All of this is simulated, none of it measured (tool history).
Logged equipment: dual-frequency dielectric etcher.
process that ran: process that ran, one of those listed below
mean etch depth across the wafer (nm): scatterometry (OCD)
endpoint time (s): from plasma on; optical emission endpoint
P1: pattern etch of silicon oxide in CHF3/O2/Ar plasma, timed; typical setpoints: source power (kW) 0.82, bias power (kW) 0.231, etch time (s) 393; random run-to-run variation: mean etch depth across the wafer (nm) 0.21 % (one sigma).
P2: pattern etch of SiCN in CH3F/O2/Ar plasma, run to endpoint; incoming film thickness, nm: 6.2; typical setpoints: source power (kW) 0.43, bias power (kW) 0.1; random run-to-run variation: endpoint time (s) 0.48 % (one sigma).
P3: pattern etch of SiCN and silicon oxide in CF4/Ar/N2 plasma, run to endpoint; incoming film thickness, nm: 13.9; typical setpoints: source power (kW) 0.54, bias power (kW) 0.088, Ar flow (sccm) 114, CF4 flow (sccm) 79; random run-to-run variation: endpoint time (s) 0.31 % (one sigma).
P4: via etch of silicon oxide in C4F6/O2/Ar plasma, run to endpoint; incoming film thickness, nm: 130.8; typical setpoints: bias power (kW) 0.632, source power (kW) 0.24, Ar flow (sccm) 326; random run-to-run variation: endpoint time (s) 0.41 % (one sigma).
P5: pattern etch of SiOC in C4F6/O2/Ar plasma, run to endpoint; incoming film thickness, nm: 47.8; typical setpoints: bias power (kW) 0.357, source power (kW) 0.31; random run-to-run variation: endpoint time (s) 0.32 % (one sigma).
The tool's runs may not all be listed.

| run | hour | process that ran | source power (kW) | bias power (kW) | etch time (s) | Ar flow (sccm) | CF4 flow (sccm) | mean etch depth across the wafer (nm) | endpoint time (s) |
|---|---|---|---|---|---|---|---|---|---|
| 1 | 13.5 | P1 | 0.82 | 0.231 | 393 |  |  | 965.88 |  |
| 2 | 26.3 | P4 | 0.24 | 0.632 |  | 442 |  |  | 33.705 |
| 3 | 39.9 | P4 | 0.32 | 0.632 |  | 326 |  |  | 29.38 |
| 4 | 54.6 | P1 | 0.56 | 0.231 | 393 |  |  | 838.75 |  |
| 5 | 67.7 | P1 | 0.82 | 0.231 | 393 |  |  | 968.95 |  |
| 6 | 85.2 | P1 | 0.82 | 0.231 | 393 |  |  | 969.02 |  |
| 7 | 98.6 | P1 | 0.82 | 0.231 | 288 |  |  | 709.14 |  |
| 8 | 111.6 | P1 | 0.82 | 0.15 | 393 |  |  | 842.16 |  |
| 9 | 126.2 | P1 | 1.05 | 0.231 | 393 |  |  | 1069.7 |  |
| 10 | 139.4 | P3 | 0.54 | 0.088 |  | 67 | 79 |  | 12.177 |
| 11 | 152.2 | P5 | 0.31 | 0.357 |  |  |  |  | 20.002 |
| 12 | 165.5 | P1 | 0.82 | 0.277 | 393 |  |  | 1032.4 |  |
| 13 | 173.2 | P1 | 0.82 | 0.231 | 540 |  |  | 1331.6 |  |
| 14 | 181.7 | P5 | 0.31 | 0.252 |  |  |  |  | 22.716 |
| 15 | 191.6 | P2 | 0.43 | 0.1 |  |  |  |  | 14.244 |
| 16 | 199.3 | P4 | 0.24 | 0.375 |  | 326 |  |  | 39.929 |
| 17 | 209.1 | P1 | 0.82 | 0.296 | 578 |  |  | 1556.1 |  |
| 18 | 224.5 | P1 | 0.6 | 0.151 | 393 |  |  | 745.58 |  |
| 19 | 232.7 | P2 | 0.56 | 0.1 |  |  |  |  | 12.903 |
| 20 | 240.4 | P3 | 0.54 | 0.088 |  | 114 | 52 |  | 13.856 |
| 21 | 252.4 | P1 | 0.82 | 0.231 | 393 |  |  | 971.34 |  |
| 22 | 269.8 | P1 | 0.82 | 0.145 | 281.5 |  |  | 593.87 |  |
| 23 | 279.6 | P4 | 0.24 | 0.632 |  | 326 |  |  | 32.428 |
| 24 | 289.6 | P3 | 0.54 | 0.061 |  | 114 | 79 |  | 14.787 |
| 25 | 300.8 | P2 | 0.43 | 0.139 |  |  |  |  | 12.427 |
| 26 | 311.7 | P3 | 0.54 | 0.088 |  | 114 | 79 |  | 13.116 |
| 27 | 325.9 | P2 | 0.43 | 0.1 |  |  |  |  | 14.16 |
| 28 | 336 | P3 | 0.54 | 0.088 |  | 114 | 79 |  | 13.002 |
| 29 | 346.8 | P1 | 0.82 | 0.231 | 393 |  |  | 968.67 |  |
| 30 | 355 | P5 | 0.2 | 0.357 |  |  |  |  | 23.591 |
| 31 | 366.6 | P3 | 0.74 | 0.088 |  | 114 | 79 |  | 9.9134 |
| 32 | 382.4 | P1 | 0.82 | 0.231 | 393 |  |  | 968.2 |  |
| 33 | 389.9 | P1 | 0.82 | 0.231 | 393 |  |  | 966.48 |  |
| 34 | 401.5 | P1 | 0.82 | 0.231 | 393 |  |  | 961.03 |  |
| 35 | 412.1 | P1 | 0.82 | 0.231 | 393 |  |  | 960.76 |  |
| 36 | 425.2 | P1 | 0.82 | 0.231 | 393 |  |  | 959.34 |  |
| 37 | 439.3 | P1 | 0.82 | 0.231 | 393 |  |  | 955.56 |  |
| 38 | 451.1 | P1 | 0.82 | 0.231 | 393 |  |  | 955.05 |  |
|  | 463.3 | wet clean of the chamber |
| 39 | 463.9 | P1 | 0.82 | 0.231 | 393 |  |  | 952.83 |  |
| 40 | 475.3 | P1 | 0.82 | 0.231 | 393 |  |  | 954.62 |  |
| 41 | 491.6 | P1 | 0.82 | 0.231 | 393 |  |  | 953.38 |  |
| 42 | 505.3 | P1 | 0.82 | 0.231 | 393 |  |  | 956.05 |  |

Something has made what P1 gives creep away from where it was; the 2 causes below, each at its own stated size, fit the log equally well:
A: bias power that arrives under what is set, % = 4.12
B: source power that arrives under what is set, % = 3.75
Onset of the creep was near hour 382.4.
Every other cause this tool's parts could produce, and why it does not fit the log:
chamber walls in a state that lowers the etch rate, %: serviced at hour 463.3, after the drift had started, without restoring the earlier output

Each of the check runs listed below is run on 2 wafers and reports their average, with the results left as question marks. Pick the one under which the possible causes would lead to clearly different results.
| check 1 | 519 | P4 | 0.24 | 0.46 |  | 326 |  |  | ? |
| check 2 | 519 | P5 | 0.26 | 0.27 |  |  |  |  | ? |
| check 3 | 519 | P2 | 0.53 | 0.1 |  |  |  |  | ? |
| check 4 | 519 | P3 | 0.54 | 0.088 |  | 71 | 79 |  | ? |

Predicted outcomes, by check and by cause:
| check | result | if A | if B |
|---|---|---|---|
| check 1 | endpoint time (s) | 37.349 | 37.279 |
| check 2 | endpoint time (s) | 23.986 | 23.983 |
| check 3 | endpoint time (s) | 13.397 | 13.379 |
| check 4 | endpoint time (s) | 12.41 | 12.663 |
How far apart the two closest causes lie, in the result that separates them most: check 1 0.19 %; check 2 0.01 %; check 3 0.14 %; check 4 2.02 %
Check 4 tells the causes apart: in the others they would give nearly the same result.

Running check 4 produced the following: endpoint time (s) 12.37. Which one of the listed causes fits?

A is the cause: bias power that arrives under what is set, %.

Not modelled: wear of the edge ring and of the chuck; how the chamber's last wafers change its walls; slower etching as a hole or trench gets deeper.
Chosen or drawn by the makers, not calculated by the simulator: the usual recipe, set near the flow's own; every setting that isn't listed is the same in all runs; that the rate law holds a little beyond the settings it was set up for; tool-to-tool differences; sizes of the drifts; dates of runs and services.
